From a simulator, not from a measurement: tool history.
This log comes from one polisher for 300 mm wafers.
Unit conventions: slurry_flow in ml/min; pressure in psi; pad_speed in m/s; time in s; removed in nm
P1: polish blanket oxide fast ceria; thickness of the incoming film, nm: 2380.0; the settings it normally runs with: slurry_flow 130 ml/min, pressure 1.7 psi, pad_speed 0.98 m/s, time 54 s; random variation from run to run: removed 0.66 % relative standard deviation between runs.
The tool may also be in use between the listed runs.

run,hour,slurry_flow,pressure,pad_speed,time,removed
1,16.9,130,1.7,0.98,54,463.25
2,27.0,130,1.7,0.98,54,468.47
3,35.4,80,1.7,0.98,54,410.15
4,48.4,130,1.7,0.98,54,459.38
5,66.2,95,2.2,0.98,54,560.07
6,82.4,130,1.7,0.98,24,206.10
7,100.2,190,1.7,0.98,54,492.19
8,114.1,130,1.0,1.34,54,371.75
9,123.2,130,1.7,0.98,72,615.84
10,131.2,130,1.7,1.50,54,709.79
11,148.2,130,1.7,0.98,54,458.36
12,165.1,130,1.7,0.44,54,205.96
13,177.1,130,2.6,0.98,54,707.86
# hour 186.0: head pressure recalibrated
14,186.6,130,0.9,1.20,54,303.45
15,196.3,130,0.8,0.98,54,217.00

Run 16 comes next. What will it give?
16,211.5,130,1.7,0.98,54,?

removed: 461.82 nm
